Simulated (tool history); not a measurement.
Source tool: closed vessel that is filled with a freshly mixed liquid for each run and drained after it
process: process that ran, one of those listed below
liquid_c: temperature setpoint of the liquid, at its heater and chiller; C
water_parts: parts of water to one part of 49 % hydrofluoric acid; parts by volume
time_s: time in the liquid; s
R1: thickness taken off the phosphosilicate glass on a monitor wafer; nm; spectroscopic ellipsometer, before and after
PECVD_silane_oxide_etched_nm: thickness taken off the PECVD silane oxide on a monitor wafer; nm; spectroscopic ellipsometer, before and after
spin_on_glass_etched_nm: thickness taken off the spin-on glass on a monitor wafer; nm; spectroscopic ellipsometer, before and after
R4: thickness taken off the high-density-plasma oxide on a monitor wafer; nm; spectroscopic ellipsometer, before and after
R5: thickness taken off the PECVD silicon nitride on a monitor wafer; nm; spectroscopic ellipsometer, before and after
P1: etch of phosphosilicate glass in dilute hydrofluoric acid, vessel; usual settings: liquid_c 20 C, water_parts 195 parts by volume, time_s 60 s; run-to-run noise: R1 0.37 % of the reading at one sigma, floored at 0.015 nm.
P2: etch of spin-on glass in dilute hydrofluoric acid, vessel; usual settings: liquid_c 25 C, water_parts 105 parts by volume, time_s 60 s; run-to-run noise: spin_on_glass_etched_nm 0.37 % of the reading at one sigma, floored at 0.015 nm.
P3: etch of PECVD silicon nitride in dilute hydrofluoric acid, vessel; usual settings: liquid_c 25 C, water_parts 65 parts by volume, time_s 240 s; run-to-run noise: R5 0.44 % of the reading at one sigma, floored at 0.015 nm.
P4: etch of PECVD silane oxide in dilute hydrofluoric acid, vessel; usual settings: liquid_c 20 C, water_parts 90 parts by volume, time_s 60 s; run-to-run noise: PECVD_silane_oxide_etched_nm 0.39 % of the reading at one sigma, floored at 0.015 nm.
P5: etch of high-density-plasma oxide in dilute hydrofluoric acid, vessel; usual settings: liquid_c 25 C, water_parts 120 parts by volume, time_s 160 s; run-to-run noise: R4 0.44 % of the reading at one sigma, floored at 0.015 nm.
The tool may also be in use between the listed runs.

run 1 day=0.729 | process=P1 liquid_c=20 water_parts=195 time_s=60 | R1=47.887
run 2 day=1.292 | process=P4 liquid_c=20 water_parts=90 time_s=60 | PECVD_silane_oxide_etched_nm=16.971
run 3 day=2.012 | process=P2 liquid_c=25 water_parts=105 time_s=105 | spin_on_glass_etched_nm=43.32
run 4 day=2.533 | process=P5 liquid_c=25 water_parts=120 time_s=290 | R4=15.94
run 5 day=3.283 | process=P4 liquid_c=20 water_parts=20 time_s=60 | PECVD_silane_oxide_etched_nm=82.725
run 6 day=3.8 | process=P1 liquid_c=20 water_parts=90 time_s=60 | R1=115.96
run 7 day=4.158 | process=P1 liquid_c=20 water_parts=195 time_s=115 | R1=91.243
run 8 day=4.9 | process=P1 liquid_c=20 water_parts=195 time_s=60 | R1=47.556
run 9 day=5.675 | process=P5 liquid_c=25 water_parts=120 time_s=160 | R4=8.8145
run 10 day=6.4 | process=P2 liquid_c=25 water_parts=175 time_s=60 | spin_on_glass_etched_nm=13.608
run 11 day=7.125 | process=P3 liquid_c=25 water_parts=65 time_s=240 | R5=6.7799
run 12 day=7.662 | process=P1 liquid_c=20 water_parts=340 time_s=60 | R1=23.94
run 13 day=8.15 | process=P3 liquid_c=25 water_parts=30 time_s=240 | R5=14.46
run 14 day=8.921 | process=P1 liquid_c=20 water_parts=315 time_s=105 | R1=46.327
run 15 day=9.471 | process=P1 liquid_c=20 water_parts=195 time_s=60 | R1=47.73
run 16 day=9.817 | process=P4 liquid_c=20 water_parts=90 time_s=95 | PECVD_silane_oxide_etched_nm=26.7
run 17 day=10.3 | process=P1 liquid_c=20 water_parts=50 time_s=95 | R1=343.89
run 18 day=10.975 | process=P1 liquid_c=17 water_parts=195 time_s=60 | R1=42.37
run 19 day=11.65 | process=P5 liquid_c=25 water_parts=190 time_s=160 | R4=5.1874
run 20 day=12.367 | process=P2 liquid_c=25 water_parts=105 time_s=60 | spin_on_glass_etched_nm=24.817
run 21 day=13.1 | process=P5 liquid_c=32.5 water_parts=120 time_s=160 | R4=11.682
run 22 day=13.6 | process=P3 liquid_c=33 water_parts=65 time_s=240 | R5=11.302
run 23 day=14.021 | process=P1 liquid_c=25.5 water_parts=195 time_s=60 | R1=58.52
run 24 day=14.438 | process=P2 liquid_c=20 water_parts=105 time_s=60 | spin_on_glass_etched_nm=20.207
run 25 day=15.088 | process=P1 liquid_c=20 water_parts=195 time_s=60 | R1=47.788
run 26 day=15.871 | process=P2 liquid_c=25 water_parts=105 time_s=60 | spin_on_glass_etched_nm=24.668
run 27 day=16.233 | process=P1 liquid_c=20 water_parts=195 time_s=35 | R1=27.831
run 28 day=16.596 | process=P4 liquid_c=26.5 water_parts=90 time_s=60 | PECVD_silane_oxide_etched_nm=21.955
run 29 day=17.292 | process=P1 liquid_c=17 water_parts=125 time_s=60 | R1=70.674
run 30 day=18.008 | process=P3 liquid_c=25 water_parts=65 time_s=480 | R5=13.626
run 31 day=18.412 | process=P1 liquid_c=20 water_parts=195 time_s=60 | R1=47.825
run 32 day=19.096 | process=P1 liquid_c=20 water_parts=195 time_s=60 | R1=46.699
run 33 day=19.762 | process=P1 liquid_c=20 water_parts=195 time_s=60 | R1=45.8
run 34 day=20.342 | process=P1 liquid_c=20 water_parts=195 time_s=60 | R1=45.535
run 35 day=21.021 | process=P1 liquid_c=20 water_parts=195 time_s=60 | R1=45.447
run 36 day=21.546 | process=P1 liquid_c=20 water_parts=195 time_s=60 | R1=44.649
run 37 day=22.262 | process=P1 liquid_c=20 water_parts=195 time_s=60 | R1=44.611
run 38 day=22.867 | process=P1 liquid_c=20 water_parts=195 time_s=60 | R1=44.708
run 39 day=23.375 | process=P1 liquid_c=20 water_parts=195 time_s=60 | R1=44.644
run 40 day=24.142 | process=P1 liquid_c=20 water_parts=195 time_s=60 | R1=44.536
run 41 day=24.708 | process=P1 liquid_c=20 water_parts=195 time_s=60 | R1=44.259

What P1 gives has crept away from where it was. These 2 causes fit the log equally well, each at the size given:
A: liquid colder than its thermometer reads (K) = 1.77
B: hydrofluoric acid flow below the setpoint (%) = 5.6
Onset of the creep was near day 18.412.

Listed below are the offered check runs, one wafer per run, with question marks in place of results. For which of them would the causes give clearly different outcomes?
run check 1 day=25.275 | process=P5 liquid_c=25 water_parts=190 time_s=160 | R4=?
run check 2 day=25.275 | process=P4 liquid_c=25 water_parts=90 time_s=60 | PECVD_silane_oxide_etched_nm=?
run check 3 day=25.275 | process=P3 liquid_c=31.5 water_parts=65 time_s=370 | R5=?
run check 4 day=25.275 | process=P2 liquid_c=21 water_parts=105 time_s=60 | spin_on_glass_etched_nm=?

How each check would come out, cause by cause:
check=check_1 result=R4 if_A=4.816 if_B=4.7953
check=check_2 result=PECVD_silane_oxide_etched_nm if_A=19.274 if_B=19.393
check=check_3 result=R5 if_A=14.252 if_B=15.057
check=check_4 result=spin_on_glass_etched_nm if_A=19.553 if_B=19.704
How far apart the two closest causes lie, in the result that separates them most: check 1 0.43 %; check 2 0.61 %; check 3 5.49 %; check 4 0.77 %
The causes can be told apart only by check 3. The other checks would give nearly the same results under each of them.

Check 3 was carried out, with these results: R5 14.292 nm. Which of the listed causes is responsible?

Of the candidate causes, it is A: liquid colder than its thermometer reads (K).
